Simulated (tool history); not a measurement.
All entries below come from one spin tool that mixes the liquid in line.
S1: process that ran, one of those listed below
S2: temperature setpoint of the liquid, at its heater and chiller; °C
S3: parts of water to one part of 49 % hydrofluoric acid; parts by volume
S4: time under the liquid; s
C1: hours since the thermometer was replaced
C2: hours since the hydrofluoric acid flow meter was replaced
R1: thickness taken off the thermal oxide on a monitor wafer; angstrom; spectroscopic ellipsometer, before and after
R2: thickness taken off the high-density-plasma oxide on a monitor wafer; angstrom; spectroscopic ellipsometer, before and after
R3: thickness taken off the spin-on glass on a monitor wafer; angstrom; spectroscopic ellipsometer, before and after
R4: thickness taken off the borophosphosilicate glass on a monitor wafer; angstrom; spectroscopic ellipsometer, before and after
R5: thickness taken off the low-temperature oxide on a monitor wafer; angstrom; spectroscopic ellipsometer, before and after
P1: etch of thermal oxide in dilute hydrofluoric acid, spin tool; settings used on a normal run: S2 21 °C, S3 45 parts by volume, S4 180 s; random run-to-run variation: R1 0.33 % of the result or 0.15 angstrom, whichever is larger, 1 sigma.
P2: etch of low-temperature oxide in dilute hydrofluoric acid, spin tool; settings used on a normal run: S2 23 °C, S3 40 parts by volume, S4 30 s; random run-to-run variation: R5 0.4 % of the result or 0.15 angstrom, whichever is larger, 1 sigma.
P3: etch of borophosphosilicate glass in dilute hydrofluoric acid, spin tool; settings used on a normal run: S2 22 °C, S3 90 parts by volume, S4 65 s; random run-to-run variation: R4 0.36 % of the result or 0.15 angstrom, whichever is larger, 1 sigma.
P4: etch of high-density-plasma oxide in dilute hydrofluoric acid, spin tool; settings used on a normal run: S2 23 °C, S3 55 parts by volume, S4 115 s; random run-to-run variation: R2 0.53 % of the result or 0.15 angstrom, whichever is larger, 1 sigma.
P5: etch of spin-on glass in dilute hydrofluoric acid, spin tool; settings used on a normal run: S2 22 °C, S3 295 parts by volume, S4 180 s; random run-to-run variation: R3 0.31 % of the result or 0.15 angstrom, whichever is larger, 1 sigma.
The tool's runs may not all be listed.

Run 1, hour 6.4: S1 P1, S2 21 °C, S3 45 parts by volume, S4 180 s; C1 473.9; C2 375.8. Result: R1 176.67 angstrom.
Run 2, hour 14.7: S1 P4, S2 18.5 °C, S3 55 parts by volume, S4 115 s; C1 482.2; C2 384.1. Result: R2 90.394 angstrom.
Run 3, hour 27: S1 P5, S2 22 °C, S3 295 parts by volume, S4 350 s; C1 494.5; C2 396.4. Result: R3 374.51 angstrom.
Run 4, hour 36.2: S1 P4, S2 23 °C, S3 20 parts by volume, S4 115 s; C1 503.7; C2 405.6. Result: R2 319.39 angstrom.
Run 5, hour 43.7: S1 P1, S2 21 °C, S3 45 parts by volume, S4 180 s; C1 511.2; C2 413.1. Result: R1 177.03 angstrom.
Run 6, hour 50.7: S1 P1, S2 21 °C, S3 65 parts by volume, S4 180 s; C1 518.2; C2 420.1. Result: R1 120.42 angstrom.
Run 7, hour 58.5: S1 P5, S2 22 °C, S3 540 parts by volume, S4 180 s; C1 526; C2 427.9. Result: R3 85.968 angstrom.
Run 8, hour 68.8: S1 P5, S2 18 °C, S3 295 parts by volume, S4 180 s; C1 536.3; C2 438.2. Result: R3 165.95 angstrom.
Run 9, hour 81.9: S1 P4, S2 23 °C, S3 55 parts by volume, S4 115 s; C1 549.4; C2 451.3. Result: R2 110.62 angstrom.
Run 10, hour 90.5: S1 P5, S2 22 °C, S3 295 parts by volume, S4 180 s; C1 558; C2 459.9. Result: R3 192.69 angstrom.
Run 11, hour 100.2: S1 P3, S2 22 °C, S3 50 parts by volume, S4 65 s; C1 567.7; C2 469.6. Result: R4 563.04 angstrom.
Run 12, hour 113.4: S1 P1, S2 21 °C, S3 45 parts by volume, S4 180 s; C1 580.9; C2 482.8. Result: R1 177.57 angstrom.
Run 13, hour 125.7: S1 P1, S2 21 °C, S3 45 parts by volume, S4 50 s; C1 593.2; C2 495.1. Result: R1 49.272 angstrom.
Run 14, hour 131.5: S1 P5, S2 22 °C, S3 295 parts by volume, S4 180 s; C1 599; C2 500.9. Result: R3 192.56 angstrom.
Run 15, hour 143.6: S1 P3, S2 22 °C, S3 90 parts by volume, S4 65 s; C1 611.1; C2 513. Result: R4 297.92 angstrom.
Run 16, hour 155: S1 P1, S2 17 °C, S3 45 parts by volume, S4 180 s; C1 622.5; C2 524.4. Result: R1 149.51 angstrom.
Run 17, hour 162.2: S1 P4, S2 23 °C, S3 55 parts by volume, S4 115 s; C1 629.7; C2 531.6. Result: R2 109.67 angstrom.
Run 18, hour 174.6: S1 P2, S2 23 °C, S3 40 parts by volume, S4 30 s; C1 642.1; C2 544. Result: R5 117.02 angstrom.
Run 19, hour 186.5: S1 P1, S2 27 °C, S3 45 parts by volume, S4 180 s; C1 654; C2 555.9. Result: R1 226.89 angstrom.
Run 20, hour 194.6: S1 P2, S2 28 °C, S3 40 parts by volume, S4 30 s; C1 662.1; C2 564. Result: R5 145.4 angstrom.
Run 21, hour 202.6: S1 P2, S2 23 °C, S3 60 parts by volume, S4 30 s; C1 670.1; C2 572. Result: R5 77.062 angstrom.
Run 22, hour 211.6: S1 P1, S2 21 °C, S3 25 parts by volume, S4 180 s; C1 679.1; C2 581. Result: R1 326.73 angstrom.
Run 23, hour 224.5: S1 P3, S2 17 °C, S3 90 parts by volume, S4 65 s; C1 692; C2 593.9. Result: R4 243.95 angstrom.
Run 24, hour 236.8: S1 P4, S2 23 °C, S3 55 parts by volume, S4 170 s; C1 704.3; C2 606.2. Result: R2 162.92 angstrom.
Run 25, hour 247: S1 P1, S2 21 °C, S3 45 parts by volume, S4 305 s; C1 714.5; C2 616.4. Result: R1 300.94 angstrom.
Run 26, hour 253.4: S1 P1, S2 21 °C, S3 45 parts by volume, S4 180 s; C1 720.9; C2 622.8. Result: R1 177.75 angstrom.
Run 27, hour 266.2: S1 P1, S2 21 °C, S3 60 parts by volume, S4 30 s; C1 733.7; C2 635.6. Result: R1 21.676 angstrom.
Run 28, hour 273.3: S1 P3, S2 22 °C, S3 90 parts by volume, S4 100 s; C1 740.8; C2 642.7. Result: R4 460.94 angstrom.
Run 29, hour 284.2: S1 P2, S2 23 °C, S3 40 parts by volume, S4 15 s; C1 751.7; C2 653.6. Result: R5 58.531 angstrom.
Run 30, hour 290.8: S1 P1, S2 21 °C, S3 45 parts by volume, S4 180 s; C1 758.3; C2 660.2. Result: R1 176.89 angstrom.
Run 31, hour 302.1: S1 P1, S2 21 °C, S3 45 parts by volume, S4 180 s; C1 769.6; C2 671.5. Result: R1 176.36 angstrom.
Run 32, hour 308.6: S1 P1, S2 21 °C, S3 45 parts by volume, S4 180 s; C1 776.1; C2 678. Result: R1 173.29 angstrom.
Run 33, hour 319.7: S1 P1, S2 21 °C, S3 45 parts by volume, S4 180 s; C1 787.2; C2 689.1. Result: R1 169.33 angstrom.
Run 34, hour 326.6: S1 P1, S2 21 °C, S3 45 parts by volume, S4 180 s; C1 794.1; C2 696. Result: R1 167.64 angstrom.
Run 35, hour 339.1: S1 P1, S2 21 °C, S3 45 parts by volume, S4 180 s; C1 806.6; C2 708.5. Result: R1 163.88 angstrom.
Run 36, hour 349.3: S1 P1, S2 21 °C, S3 45 parts by volume, S4 180 s; C1 816.8; C2 718.7. Result: R1 164.68 angstrom.
Run 37, hour 359.8: S1 P1, S2 21 °C, S3 45 parts by volume, S4 180 s; C1 827.3; C2 729.2. Result: R1 164.84 angstrom.
Run 38, hour 371.3: S1 P1, S2 21 °C, S3 45 parts by volume, S4 180 s; C1 838.8; C2 740.7. Result: R1 161.69 angstrom.
Run 39, hour 378.4: S1 P1, S2 21 °C, S3 45 parts by volume, S4 180 s; C1 845.9; C2 747.8. Result: R1 162.41 angstrom.
Run 40, hour 390.2: S1 P1, S2 21 °C, S3 45 parts by volume, S4 180 s; C1 857.7; C2 759.6. Result: R1 161.69 angstrom.
Run 41, hour 397.2: S1 P1, S2 21 °C, S3 45 parts by volume, S4 180 s; C1 864.7; C2 766.6. Result: R1 162.02 angstrom.

The output of P1 has drifted from where it used to be. Each of the 2 causes below, taken at the size shown beside it, accounts for the log equally well:
A: liquid colder than its thermometer reads (K) = 2.08
B: hydrofluoric acid flow below the setpoint (%) = 8.02
At approximately hour 302.1, the process output began to creep.

Each of the 4 check runs below uses one wafer; its results are left as question marks. Which run tells the causes apart?
Run check 1, hour 404.2: S1 P5, S2 22 °C, S3 295 parts by volume, S4 180 s. Result: R3 ?.
Run check 2, hour 404.2: S1 P2, S2 23 °C, S3 40 parts by volume, S4 30 s. Result: R5 ?.
Run check 3, hour 404.2: S1 P4, S2 23 °C, S3 55 parts by volume, S4 115 s. Result: R2 ?.
Run check 4, hour 404.2: S1 P3, S2 22 °C, S3 90 parts by volume, S4 65 s. Result: R4 ?.

Predicted outcomes, by check and by cause:
  check  result    if A    if B
check 1      R3  179.16  173.49
check 2      R5  108.13  108.07
check 3      R2   101.3  100.98
check 4      R4   274.1  272.02
Per-check spread between the two closest causes, in the result where they differ most: check 1 3.22 %; check 2 0.05 %; check 3 0.32 %; check 4 0.76 %
The causes can be told apart only by check 1. The other checks would give nearly the same results under each of them.

Then check 1 was run and gave: R3 174.26 angstrom. Which cause is it?

B is the cause: hydrofluoric acid flow below the setpoint (%).
